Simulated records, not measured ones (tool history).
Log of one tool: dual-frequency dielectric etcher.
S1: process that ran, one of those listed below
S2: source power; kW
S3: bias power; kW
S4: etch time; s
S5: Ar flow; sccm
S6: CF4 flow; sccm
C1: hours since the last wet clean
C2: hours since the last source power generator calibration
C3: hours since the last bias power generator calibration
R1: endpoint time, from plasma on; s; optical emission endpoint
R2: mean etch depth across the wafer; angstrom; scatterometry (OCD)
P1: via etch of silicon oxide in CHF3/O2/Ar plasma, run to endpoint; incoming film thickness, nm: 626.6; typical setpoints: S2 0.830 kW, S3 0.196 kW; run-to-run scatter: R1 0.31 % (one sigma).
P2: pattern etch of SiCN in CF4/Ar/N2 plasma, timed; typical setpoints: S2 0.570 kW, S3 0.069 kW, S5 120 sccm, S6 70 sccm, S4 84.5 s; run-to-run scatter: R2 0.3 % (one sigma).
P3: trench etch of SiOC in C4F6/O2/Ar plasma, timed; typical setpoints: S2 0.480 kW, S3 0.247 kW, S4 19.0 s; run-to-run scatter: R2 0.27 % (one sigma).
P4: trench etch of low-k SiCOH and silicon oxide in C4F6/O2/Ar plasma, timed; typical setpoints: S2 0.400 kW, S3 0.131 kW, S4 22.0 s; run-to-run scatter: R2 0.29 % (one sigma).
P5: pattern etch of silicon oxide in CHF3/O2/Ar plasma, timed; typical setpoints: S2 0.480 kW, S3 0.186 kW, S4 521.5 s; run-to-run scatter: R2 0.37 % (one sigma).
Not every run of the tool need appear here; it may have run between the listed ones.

run	hour	S1	S2	S3	S4	S5	S6	C1	C2	C3	R1	R2
1	3.3	P1	0.830	0.196				87.7	707.4	1564.0	282.11	
2	6.3	P5	0.480	0.186	357.0			90.7	710.4	1567.0		6559.50
3	9.7	P5	0.630	0.186	521.5			94.1	713.8	1570.4		10566.00
4	11.9	P1	0.830	0.196				96.3	716.0	1572.6	281.81	
5	14.4	P1	0.830	0.196				98.8	718.5	1575.1	279.69	
6	18.4	P1	1.090	0.124				102.8	722.5	1579.1	292.91	
7	21.6	P3	0.480	0.247	25.5			106.0	725.7	1582.3		628.09
8	26.1	P2	0.570	0.069	84.5	120	70	110.5	730.2	1586.8		871.70
9	29.8	P1	1.100	0.196				114.2	733.9	1590.5	251.22	
10	32.2	P5	0.480	0.186	521.5			116.6	736.3	1592.9		9553.70
11	34.5	P5	0.480	0.186	521.5			118.9	738.6	1595.2		9558.80
12	39.3	P1	0.650	0.196				123.7	743.4	1600.0	309.39	
13	43.7	P5	0.480	0.234	521.5			128.1	747.8	1604.4		10369.00
14	47.5	P3	0.480	0.247	19.0			131.9	751.6	1608.2		470.75
15	50.8	P1	1.050	0.163				135.2	754.9	1611.5	272.75	
16	53.8	P2	0.570	0.069	84.5	149	70	138.2	757.9	1614.5		843.34
17	56.1	P2	0.570	0.069	84.5	120	70	140.5	760.2	1616.8		868.52
18	58.5	P3	0.650	0.247	19.0			142.9	762.6	1619.2		529.65
# hour 61.5: bias power generator calibrated
19	61.7	P1	0.630	0.265				146.1	765.8	0.3	280.71	
20	66.6	P3	0.480	0.247	19.0			151.0	770.7	5.2		469.52
21	70.6	P4	0.400	0.173	22.0			155.0	774.7	9.2		671.84

Run 22 has not been measured yet. What should we expect?
22	73.0	P2	0.570	0.069	84.5	120	97	157.4	777.1	11.6		?

Run 22 came out at R2 912.47 angstrom.

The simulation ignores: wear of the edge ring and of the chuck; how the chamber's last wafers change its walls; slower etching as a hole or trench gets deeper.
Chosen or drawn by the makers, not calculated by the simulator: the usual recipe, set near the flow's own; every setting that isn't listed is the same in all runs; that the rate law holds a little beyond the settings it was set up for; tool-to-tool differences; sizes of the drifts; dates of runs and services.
